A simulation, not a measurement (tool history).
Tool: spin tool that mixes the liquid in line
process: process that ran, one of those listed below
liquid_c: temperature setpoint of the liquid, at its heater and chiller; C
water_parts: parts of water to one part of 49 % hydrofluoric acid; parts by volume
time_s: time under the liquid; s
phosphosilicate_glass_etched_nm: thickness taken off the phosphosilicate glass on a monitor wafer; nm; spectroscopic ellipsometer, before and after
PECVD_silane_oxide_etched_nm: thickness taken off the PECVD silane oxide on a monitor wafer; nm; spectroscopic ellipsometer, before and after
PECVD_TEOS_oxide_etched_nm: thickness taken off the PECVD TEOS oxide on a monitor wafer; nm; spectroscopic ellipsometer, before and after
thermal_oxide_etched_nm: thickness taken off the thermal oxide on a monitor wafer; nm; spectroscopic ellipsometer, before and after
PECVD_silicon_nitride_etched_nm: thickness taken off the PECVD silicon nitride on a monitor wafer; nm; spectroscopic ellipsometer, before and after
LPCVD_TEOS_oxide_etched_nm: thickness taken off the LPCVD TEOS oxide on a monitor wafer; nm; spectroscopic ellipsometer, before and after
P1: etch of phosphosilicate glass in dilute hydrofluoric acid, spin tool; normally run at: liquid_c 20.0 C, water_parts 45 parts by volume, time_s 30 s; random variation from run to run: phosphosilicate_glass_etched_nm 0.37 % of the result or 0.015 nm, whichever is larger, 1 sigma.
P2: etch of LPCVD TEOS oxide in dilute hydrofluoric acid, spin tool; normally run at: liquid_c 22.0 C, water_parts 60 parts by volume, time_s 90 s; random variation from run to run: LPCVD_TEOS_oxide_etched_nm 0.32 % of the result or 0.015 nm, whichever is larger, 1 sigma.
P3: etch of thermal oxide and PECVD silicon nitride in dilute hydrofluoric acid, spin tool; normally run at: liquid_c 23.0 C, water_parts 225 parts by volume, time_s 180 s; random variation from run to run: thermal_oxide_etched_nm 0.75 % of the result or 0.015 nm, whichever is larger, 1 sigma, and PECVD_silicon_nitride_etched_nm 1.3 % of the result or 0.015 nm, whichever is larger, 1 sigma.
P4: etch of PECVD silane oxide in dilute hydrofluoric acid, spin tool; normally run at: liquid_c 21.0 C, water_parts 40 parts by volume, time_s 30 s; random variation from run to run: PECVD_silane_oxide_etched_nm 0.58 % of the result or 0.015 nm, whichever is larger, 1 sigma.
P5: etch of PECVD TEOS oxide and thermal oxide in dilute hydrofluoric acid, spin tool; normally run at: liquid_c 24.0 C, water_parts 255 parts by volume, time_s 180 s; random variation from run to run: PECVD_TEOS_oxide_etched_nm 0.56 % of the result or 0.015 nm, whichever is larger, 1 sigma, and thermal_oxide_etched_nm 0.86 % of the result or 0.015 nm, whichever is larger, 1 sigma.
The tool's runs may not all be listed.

run	hour	process	liquid_c	water_parts	time_s	hours since the thermometer was replaced	hours since the hydrofluoric acid flow meter was replaced	phosphosilicate_glass_etched_nm	PECVD_silane_oxide_etched_nm	PECVD_TEOS_oxide_etched_nm	thermal_oxide_etched_nm	PECVD_silicon_nitride_etched_nm	LPCVD_TEOS_oxide_etched_nm
1	7.0	P1	20.0	45	30	1831.3	1216.2	52.263					
2	15.2	P4	21.0	20	30	1839.5	1224.4		44.871				
3	22.7	P1	17.0	45	30	1847.0	1231.9	46.080					
4	30.3	P1	24.0	45	30	1854.6	1239.5	62.330					
5	37.0	P1	20.0	70	15	1861.3	1246.2	16.284					
6	47.9	P4	28.5	40	30	1872.2	1257.1		29.682				
7	56.8	P1	20.0	45	30	1881.1	1266.0	52.541					
8	67.7	P5	24.0	255	180	1892.0	1276.9			7.0397	2.7515		
9	73.5	P3	23.0	120	180	1897.8	1282.7				6.5833	3.8502	
10	84.1	P4	21.0	40	30	1908.4	1293.3		21.702				
11	94.8	P2	17.5	60	90	1919.1	1304.0						29.506
12	101.0	P1	20.0	45	30	1925.3	1310.2	52.540					
13	106.1	P1	24.5	75	30	1930.4	1315.3	36.370					
14	115.4	P5	17.0	255	180	1939.7	1324.6			5.4979	2.1534		
15	122.1	P1	20.0	30	55	1946.4	1331.3	145.690					
16	127.3	P4	21.0	40	30	1951.6	1336.5		21.921				
17	132.3	P3	23.0	225	180	1956.6	1341.5				3.1576	1.9923	
18	139.8	P5	24.0	75	180	1964.1	1349.0			29.4300	11.5840		
19	147.9	P5	24.0	255	180	1972.2	1357.1			7.0988	2.7568		
20	154.4	P2	22.0	60	90	1978.7	1363.6						35.490
21	163.4	P1	20.0	45	30	1987.7	1372.6	52.261					
22	172.4	P2	22.0	60	160	1996.7	1381.6						63.129
23	183.3	P1	20.0	45	60	2007.6	1392.5	104.800					
24	192.3	P3	23.0	225	100	2016.6	1401.5				1.7837	1.1332	
25	197.9	P3	30.0	225	180	2022.2	1407.1				4.0139	3.0908	
26	208.4	P1	20.0	45	15	2032.7	1417.6	26.088					
27	217.5	P2	22.0	105	90	2041.8	1426.7						19.225
28	222.6	P5	24.0	255	355	2046.9	1431.8			13.8800	5.5613		
29	231.0	P1	20.0	80	30	2055.3	1440.2	28.395					
30	236.7	P1	20.0	20	30	2061.0	1445.9	121.990					
31	247.4	P3	23.0	225	180	2071.7	1456.6				3.1905	1.9970	
32	253.7	P1	20.0	45	30	2078.0	1462.9	52.387					
33	264.7	P4	21.0	40	45	2089.0	1473.9		33.036				
34	275.3	P1	20.0	45	30	2099.6	1484.5	52.159					
35	280.7	P1	20.0	45	30	2105.0	1489.9	50.880					
36	289.4	P1	20.0	45	30	2113.7	1498.6	49.590					
37	300.5	P1	20.0	45	30	2124.8	1509.7	48.390					
38	306.2	P1	20.0	45	30	2130.5	1515.4	48.802					
39	314.3	P1	20.0	45	30	2138.6	1523.5	47.919					
40	320.9	P1	20.0	45	30	2145.2	1530.1	47.724					
41	330.3	P1	20.0	45	30	2154.6	1539.5	47.759					
42	341.7	P1	20.0	45	30	2166.0	1550.9	47.422					
43	348.6	P1	20.0	45	30	2172.9	1557.8	47.714					

What P1 gives has crept away from where it was. These 2 causes fit the log equally well, each at the size given:
A: hydrofluoric acid flow below the setpoint (%) = 8.88
B: liquid colder than its thermometer reads (K) = 2.29
The creep began at about hour 275.3.

4 check runs are offered, each on 5 wafers whose results are averaged, their results left as question marks. Which one tells the causes apart?
check 1	355.5	P2	19.0	60	90								?
check 2	355.5	P4	27.0	40	30				?				
check 3	355.5	P3	29.0	225	110						?	?	
check 4	355.5	P5	17.0	75	180					?	?		

What each check would give under each cause:
check	result	if A	if B
check 1	LPCVD_TEOS_oxide_etched_nm	28.339	28.382
check 2	PECVD_silane_oxide_etched_nm	25.318	25.445
check 3	thermal_oxide_etched_nm	2.1260	2.2097
check 3	PECVD_silicon_nitride_etched_nm	1.6260	1.5566
check 4	PECVD_TEOS_oxide_etched_nm	19.8790	19.9160
check 4	thermal_oxide_etched_nm	7.8854	7.9000
How far apart the two closest causes lie, in the result that separates them most: check 1 0.15 %; check 2 0.5 %; check 3 4.36 %; check 4 0.19 %
Only check 3 tells the causes apart: in the others they would give nearly the same result.

Check 3 was then run and gave: thermal_oxide_etched_nm 2.1301 nm; PECVD_silicon_nitride_etched_nm 1.6040 nm. Which cause is it?

It is A: hydrofluoric acid flow below the setpoint (%).
